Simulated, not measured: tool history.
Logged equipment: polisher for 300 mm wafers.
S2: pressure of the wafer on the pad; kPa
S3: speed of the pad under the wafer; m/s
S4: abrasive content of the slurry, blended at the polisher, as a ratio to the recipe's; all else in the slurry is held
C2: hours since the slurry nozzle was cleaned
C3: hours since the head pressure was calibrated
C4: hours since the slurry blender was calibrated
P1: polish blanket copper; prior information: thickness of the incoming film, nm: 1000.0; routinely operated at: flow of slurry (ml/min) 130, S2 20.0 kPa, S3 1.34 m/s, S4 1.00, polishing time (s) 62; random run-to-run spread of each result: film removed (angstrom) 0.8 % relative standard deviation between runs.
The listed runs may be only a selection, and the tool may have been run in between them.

run 1 day=0.517 | flow_of_slurry_(ml/min)=130 S2=20.0 S3=1.34 S4=1.00 polishing_time_(s)=62 | wafers_polished_on_this_pad=509 C2=483.4 C3=204.9 C4=227.9 | film_removed_(angstrom)=2193.7
run 2 day=0.896 | flow_of_slurry_(ml/min)=130 S2=12.4 S3=1.34 S4=1.00 polishing_time_(s)=62 | wafers_polished_on_this_pad=624 C2=492.5 C3=214.0 C4=237.0 | film_removed_(angstrom)=1384.0
run 3 day=1.229 | flow_of_slurry_(ml/min)=130 S2=20.0 S3=1.34 S4=1.00 polishing_time_(s)=62 | wafers_polished_on_this_pad=726 C2=500.5 C3=222.0 C4=245.0 | film_removed_(angstrom)=2194.5
run 4 day=1.679 | flow_of_slurry_(ml/min)=130 S2=20.0 S3=1.34 S4=1.00 polishing_time_(s)=62 | wafers_polished_on_this_pad=864 C2=511.3 C3=232.8 C4=255.8 | film_removed_(angstrom)=2197.2
run 5 day=2.383 | flow_of_slurry_(ml/min)=130 S2=20.0 S3=1.34 S4=0.55 polishing_time_(s)=62 | wafers_polished_on_this_pad=1079 C2=528.2 C3=249.7 C4=272.7 | film_removed_(angstrom)=1934.3
-- day=2.796 slurry nozzle cleaned
run 6 day=3.067 | flow_of_slurry_(ml/min)=130 S2=20.0 S3=1.34 S4=1.00 polishing_time_(s)=87 | wafers_polished_on_this_pad=1287 C2=6.6 C3=266.1 C4=289.1 | film_removed_(angstrom)=3096.5
run 7 day=3.375 | flow_of_slurry_(ml/min)=80 S2=20.0 S3=1.34 S4=1.00 polishing_time_(s)=62 | wafers_polished_on_this_pad=1381 C2=14.0 C3=273.5 C4=296.5 | film_removed_(angstrom)=1947.3
-- day=3.383 head pressure recalibrated
-- day=3.642 slurry blender recalibrated
run 8 day=3.846 | flow_of_slurry_(ml/min)=130 S2=20.0 S3=0.60 S4=1.00 polishing_time_(s)=62 | wafers_polished_on_this_pad=1525 C2=25.3 C3=11.1 C4=4.9 | film_removed_(angstrom)=977.7
run 9 day=4.354 | flow_of_slurry_(ml/min)=185 S2=20.0 S3=1.34 S4=1.00 polishing_time_(s)=62 | wafers_polished_on_this_pad=1680 C2=37.5 C3=23.3 C4=17.1 | film_removed_(angstrom)=2374.2
run 10 day=4.858 | flow_of_slurry_(ml/min)=130 S2=20.0 S3=1.34 S4=1.00 polishing_time_(s)=29 | wafers_polished_on_this_pad=1834 C2=49.6 C3=35.4 C4=29.2 | film_removed_(angstrom)=1041.6
run 11 day=5.567 | flow_of_slurry_(ml/min)=130 S2=29.0 S3=1.34 S4=1.00 polishing_time_(s)=62 | wafers_polished_on_this_pad=2051 C2=66.6 C3=52.4 C4=46.2 | film_removed_(angstrom)=3212.5
run 12 day=6.125 | flow_of_slurry_(ml/min)=130 S2=20.0 S3=1.34 S4=1.30 polishing_time_(s)=62 | wafers_polished_on_this_pad=2221 C2=80.0 C3=65.8 C4=59.6 | film_removed_(angstrom)=2331.2
run 13 day=6.446 | flow_of_slurry_(ml/min)=130 S2=20.0 S3=1.34 S4=1.00 polishing_time_(s)=62 | wafers_polished_on_this_pad=2319 C2=87.7 C3=73.5 C4=67.3 | film_removed_(angstrom)=2208.5
run 14 day=6.854 | flow_of_slurry_(ml/min)=130 S2=20.0 S3=2.04 S4=1.00 polishing_time_(s)=62 | wafers_polished_on_this_pad=2444 C2=97.5 C3=83.3 C4=77.1 | film_removed_(angstrom)=3340.6
run 15 day=7.188 | flow_of_slurry_(ml/min)=130 S2=20.0 S3=1.34 S4=1.35 polishing_time_(s)=28 | wafers_polished_on_this_pad=2546 C2=105.5 C3=91.3 C4=85.1 | film_removed_(angstrom)=1066.1
run 16 day=7.638 | flow_of_slurry_(ml/min)=130 S2=20.0 S3=1.34 S4=1.00 polishing_time_(s)=62 | wafers_polished_on_this_pad=2683 C2=116.3 C3=102.1 C4=95.9 | film_removed_(angstrom)=2197.1
run 17 day=8.238 | flow_of_slurry_(ml/min)=130 S2=20.0 S3=1.34 S4=1.00 polishing_time_(s)=62 | wafers_polished_on_this_pad=2866 C2=130.7 C3=116.5 C4=110.3 | film_removed_(angstrom)=2128.8

For run 18, what comes out?
run 18 day=8.592 | flow_of_slurry_(ml/min)=130 S2=20.0 S3=1.34 S4=1.00 polishing_time_(s)=62 | wafers_polished_on_this_pad=2974 C2=139.2 C3=125.0 C4=118.8 | film_removed_(angstrom)=?

film removed (angstrom): 2100.2
